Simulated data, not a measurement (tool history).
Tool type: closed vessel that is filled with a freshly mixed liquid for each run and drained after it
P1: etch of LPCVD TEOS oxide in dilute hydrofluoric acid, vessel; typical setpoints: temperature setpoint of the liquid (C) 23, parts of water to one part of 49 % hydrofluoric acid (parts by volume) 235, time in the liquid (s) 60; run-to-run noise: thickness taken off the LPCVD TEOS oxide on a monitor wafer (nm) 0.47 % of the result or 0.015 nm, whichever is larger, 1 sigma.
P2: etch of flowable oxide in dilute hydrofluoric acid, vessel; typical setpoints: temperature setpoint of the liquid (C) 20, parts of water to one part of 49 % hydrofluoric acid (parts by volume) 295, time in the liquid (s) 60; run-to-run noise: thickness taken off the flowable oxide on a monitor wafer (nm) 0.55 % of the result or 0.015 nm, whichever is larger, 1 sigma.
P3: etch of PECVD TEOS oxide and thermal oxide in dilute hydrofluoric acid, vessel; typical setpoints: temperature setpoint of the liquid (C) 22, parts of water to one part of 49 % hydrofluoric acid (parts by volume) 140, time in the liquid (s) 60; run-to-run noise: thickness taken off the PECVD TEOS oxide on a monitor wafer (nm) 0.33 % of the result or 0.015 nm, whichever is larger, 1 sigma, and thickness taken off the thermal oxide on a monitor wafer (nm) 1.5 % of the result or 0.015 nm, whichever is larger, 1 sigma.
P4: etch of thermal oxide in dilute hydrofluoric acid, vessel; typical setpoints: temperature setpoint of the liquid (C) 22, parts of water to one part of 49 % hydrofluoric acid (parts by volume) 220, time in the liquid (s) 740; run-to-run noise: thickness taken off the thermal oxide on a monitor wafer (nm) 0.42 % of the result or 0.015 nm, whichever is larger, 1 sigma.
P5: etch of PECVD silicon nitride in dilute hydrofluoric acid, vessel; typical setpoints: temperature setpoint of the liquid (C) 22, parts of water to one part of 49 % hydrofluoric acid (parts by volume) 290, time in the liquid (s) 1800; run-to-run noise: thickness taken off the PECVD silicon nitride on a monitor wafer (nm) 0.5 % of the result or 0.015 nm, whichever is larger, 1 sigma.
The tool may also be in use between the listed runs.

run	day	process that ran	temperature setpoint of the liquid (C)	parts of water to one part of 49 % hydrofluoric acid (parts by volume)	time in the liquid (s)	thickness taken off the LPCVD TEOS oxide on a monitor wafer (nm)	thickness taken off the PECVD silicon nitride on a monitor wafer (nm)	thickness taken off the PECVD TEOS oxide on a monitor wafer (nm)	thickness taken off the thermal oxide on a monitor wafer (nm)	thickness taken off the flowable oxide on a monitor wafer (nm)
1	0.133	P1	23	235	60	12.337				
2	0.267	P5	17	290	1800		11.16			
3	0.404	P1	23	235	60	12.326				
4	0.533	P3	22	140	95			14.332	2.7842	
5	0.667	P1	17	235	60	9.7797				
6	0.858	P1	23	360	60	7.1293				
7	0.988	P3	22	225	60			5.158	0.94857	
8	1.142	P1	23	235	60	12.234				
9	1.371	P4	17	220	740				10.324	
10	1.517	P1	23	235	30	6.1615				
11	1.65	P5	22	290	1800		15.348			
12	1.804	P1	23	390	95	10.137				
13	1.921	P1	30	235	60	15.771				
14	2.046	P2	20	65	60					30.767
15	2.162	P2	20	295	60					5.4104
16	2.358	P1	23	235	60	12.16				
17	2.492	P1	23	235	60	12.202				
18	2.646	P4	22	220	740				12.584	
# day 2.825: hydrofluoric acid flow meter replaced
19	2.842	P1	23	85	60	40.226				
20	3.025	P4	22	320	740				7.7909	
21	3.25	P3	22	140	60			9.1423	1.717	
22	3.45	P2	27.5	295	60					7.0645
23	3.712	P1	23	235	105	21.539				
24	3.979	P3	22	140	60			9.0726	1.6969	
25	4.225	P2	20	295	30					2.7227
26	4.362	P2	20	295	60					5.4369
27	4.508	P5	22	290	3355		28.646			
28	4.638	P4	22	220	210				3.5507	
29	4.817	P3	17	140	60			7.3922	1.3628	
30	4.962	P1	23	235	60	12.328				
31	5.158	P5	22	515	1800		8.76			
32	5.417	P1	23	235	60	12.241				
33	5.554	P1	23	235	60	12.125				
34	5.754	P1	23	235	60	11.977				
35	5.871	P1	23	235	60	11.884				
36	6.025	P1	23	235	60	11.802				
37	6.221	P1	23	235	60	11.805				
38	6.479	P1	23	235	60	11.559				
39	6.658	P1	23	235	60	11.673				
40	6.9	P1	23	235	60	11.621				
41	7.071	P1	23	235	60	11.628				

What P1 gives has crept off from where it sat before. The 2 causes that follow fit the log equally well, each at the size noted:
A: hydrofluoric acid flow below the setpoint (%) = 4.29
B: liquid colder than its thermometer reads (K) = 1.48
The gradual shift began around day 5.417.

Consider the 4 single-wafer check runs listed below, results given as question marks: which one distinguishes between the causes by giving clearly different results for each?
check 1	7.242	P5	22	290	1800		?			
check 2	7.242	P4	22	220	740				?	
check 3	7.242	P3	22	140	60			?	?	
check 4	7.242	P2	20	295	60					?

If the cause were each of the candidates in turn, the checks would give the following:
check	result	if A	if B
check 1	thickness taken off the PECVD silicon nitride on a monitor wafer (nm)	14.718	13.997
check 2	thickness taken off the thermal oxide on a monitor wafer (nm)	11.834	11.811
check 3	thickness taken off the PECVD TEOS oxide on a monitor wafer (nm)	8.6232	8.5567
check 3	thickness taken off the thermal oxide on a monitor wafer (nm)	1.6311	1.6185
check 4	thickness taken off the flowable oxide on a monitor wafer (nm)	5.1232	5.1281
Smallest distance between any two causes, each pair judged by its most separating result, in per cent: check 1 5.02 %; check 2 0.2 %; check 3 0.77 %; check 4 0.1 %
The other checks would show nearly matching results whichever cause is true, so check 1 is the only one that separates the causes.

After running check 1, the following was obtained: thickness taken off the PECVD silicon nitride on a monitor wafer (nm) 13.996. Which cause does this point to?

The cause is B: liquid colder than its thermometer reads (K).

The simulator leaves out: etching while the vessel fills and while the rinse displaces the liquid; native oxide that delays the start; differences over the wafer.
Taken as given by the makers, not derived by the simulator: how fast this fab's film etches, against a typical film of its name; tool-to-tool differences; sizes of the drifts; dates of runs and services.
